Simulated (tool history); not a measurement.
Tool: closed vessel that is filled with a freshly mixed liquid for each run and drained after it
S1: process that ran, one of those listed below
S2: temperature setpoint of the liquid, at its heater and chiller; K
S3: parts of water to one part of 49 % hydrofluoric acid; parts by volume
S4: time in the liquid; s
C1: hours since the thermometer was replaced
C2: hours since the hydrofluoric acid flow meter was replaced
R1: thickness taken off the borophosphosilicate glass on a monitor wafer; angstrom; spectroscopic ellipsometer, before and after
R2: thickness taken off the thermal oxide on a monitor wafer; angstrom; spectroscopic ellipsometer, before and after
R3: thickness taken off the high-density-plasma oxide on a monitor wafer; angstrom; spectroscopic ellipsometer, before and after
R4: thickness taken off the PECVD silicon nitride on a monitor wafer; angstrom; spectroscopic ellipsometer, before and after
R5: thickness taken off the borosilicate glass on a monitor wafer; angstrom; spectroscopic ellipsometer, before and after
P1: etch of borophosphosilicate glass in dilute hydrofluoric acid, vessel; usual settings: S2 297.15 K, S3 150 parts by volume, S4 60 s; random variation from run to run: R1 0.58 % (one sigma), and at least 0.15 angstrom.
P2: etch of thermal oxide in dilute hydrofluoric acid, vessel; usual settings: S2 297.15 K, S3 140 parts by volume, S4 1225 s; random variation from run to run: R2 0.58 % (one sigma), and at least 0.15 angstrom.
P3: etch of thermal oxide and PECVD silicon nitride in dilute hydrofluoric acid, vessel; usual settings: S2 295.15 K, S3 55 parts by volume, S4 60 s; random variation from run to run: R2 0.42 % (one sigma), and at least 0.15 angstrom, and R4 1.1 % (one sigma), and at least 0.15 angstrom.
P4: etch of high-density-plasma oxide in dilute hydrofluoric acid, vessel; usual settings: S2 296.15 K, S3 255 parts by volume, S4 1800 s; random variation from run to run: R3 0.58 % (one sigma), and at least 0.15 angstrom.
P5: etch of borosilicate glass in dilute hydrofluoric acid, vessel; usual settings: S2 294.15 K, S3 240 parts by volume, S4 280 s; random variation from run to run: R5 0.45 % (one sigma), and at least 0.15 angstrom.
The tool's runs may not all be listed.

run,hour,S1,S2,S3,S4,C1,C2,R1,R2,R3,R4,R5
1,2.6,P1,297.15,150,60,323.8,1026.4,212.03,,,,
2,7.2,P2,297.15,235,1225,328.4,1031.0,,210.200,,,
3,10.9,P1,297.15,150,60,332.1,1034.7,211.51,,,,
4,14.7,P1,291.65,150,60,335.9,1038.5,173.17,,,,
5,18.2,P1,297.15,150,100,339.4,1042.0,353.56,,,,
6,20.7,P4,296.15,470,1800,341.9,1044.5,,,174.7500,,
7,23.9,P1,297.15,150,60,345.1,1047.7,211.00,,,,
8,26.6,P1,297.15,260,60,347.8,1050.4,108.33,,,,
9,30.2,P1,301.15,150,60,351.4,1054.0,246.99,,,,
10,33.8,P2,297.15,140,2110,355.0,1057.6,,677.940,,,
11,37.9,P1,297.15,150,60,359.1,1061.7,214.36,,,,
12,41.6,P4,296.15,255,30,362.8,1065.4,,,6.6056,,
13,44.2,P3,299.65,55,60,365.4,1068.0,,63.829,,25.558,
14,48.8,P2,297.15,140,1225,370.0,1072.6,,390.140,,,
15,51.6,P1,300.65,265,60,372.8,1075.4,120.07,,,,
16,55.4,P1,297.15,150,60,376.6,1079.2,209.32,,,,
17,59.4,P5,294.15,240,480,380.6,1083.2,,,,,429.80
18,62.4,P5,294.15,240,280,383.6,1086.2,,,,,253.24
19,65.5,P1,291.15,75,60,386.7,1089.3,361.29,,,,
20,68.2,P3,295.15,25,60,389.4,1092.0,,122.300,,40.993,
21,72.9,P3,295.15,55,90,394.1,1096.7,,80.916,,28.176,
# hour 74.0: hydrofluoric acid flow meter replaced
22,76.8,P3,295.15,55,60,398.0,2.8,,53.612,,18.964,
23,80.2,P1,297.15,40,60,401.4,6.2,915.87,,,,
24,82.7,P4,300.65,255,1800,403.9,8.7,,,460.4500,,
25,85.3,P5,290.15,240,280,406.5,11.3,,,,,215.70
26,89.7,P1,297.15,150,60,410.9,15.7,214.94,,,,
27,92.5,P4,296.15,255,1800,413.7,18.5,,,388.2400,,
28,95.1,P2,290.15,140,1225,416.3,21.1,,293.420,,,
29,97.5,P2,297.15,140,1225,418.7,23.5,,390.700,,,
30,99.7,P1,297.15,150,30,420.9,25.7,106.47,,,,
31,103.0,P5,294.15,55,280,424.2,29.0,,,,,1347.10
32,106.2,P1,297.15,150,60,427.4,32.2,211.68,,,,
33,109.8,P1,297.15,150,60,431.0,35.8,213.99,,,,
34,114.1,P1,297.15,150,60,435.3,40.1,205.69,,,,
35,118.0,P1,297.15,150,60,439.2,44.0,202.82,,,,
36,121.7,P1,297.15,150,60,442.9,47.7,201.41,,,,
37,125.6,P1,297.15,150,60,446.8,51.6,198.35,,,,
38,130.0,P1,297.15,150,60,451.2,56.0,196.46,,,,
39,133.1,P1,297.15,150,60,454.3,59.1,196.00,,,,
40,136.5,P1,297.15,150,60,457.7,62.5,198.03,,,,
41,141.2,P1,297.15,150,60,462.4,67.2,197.00,,,,
42,143.7,P1,297.15,150,60,464.9,69.7,197.35,,,,

What P1 gives has crept away from where it was. These 2 causes fit the log equally well, each at the size given:
A: hydrofluoric acid flow below the setpoint (%) = 6.24
B: liquid colder than its thermometer reads (K) = 1.97
The creep began at about hour 109.8.

4 check runs are offered, each on 2 wafers whose results are averaged, their results left as question marks. Which one tells the causes apart?
check 1,146.2,P3,295.15,55,60,,,,?,,?,
check 2,146.2,P4,296.15,255,1800,,,,,?,,
check 3,146.2,P2,297.15,140,1225,,,,?,,,
check 4,146.2,P5,294.15,240,280,,,,,,,?

What each check would give under each cause:
check,result,if A,if B
check 1,R2,49.884,49.205
check 1,R4,17.851,16.601
check 2,R3,363.1700,366.5100
check 3,R2,363.030,362.520
check 4,R5,232.84,234.09
How far apart the two closest causes lie, in the result that separates them most: check 1 7.26 %; check 2 0.92 %; check 3 0.14 %; check 4 0.54 %
Only check 1 tells the causes apart: in the others they would give nearly the same result.

Check 1 was then run and gave: R2 49.725 angstrom; R4 17.870 angstrom. Which cause is it?

It is A: hydrofluoric acid flow below the setpoint (%).
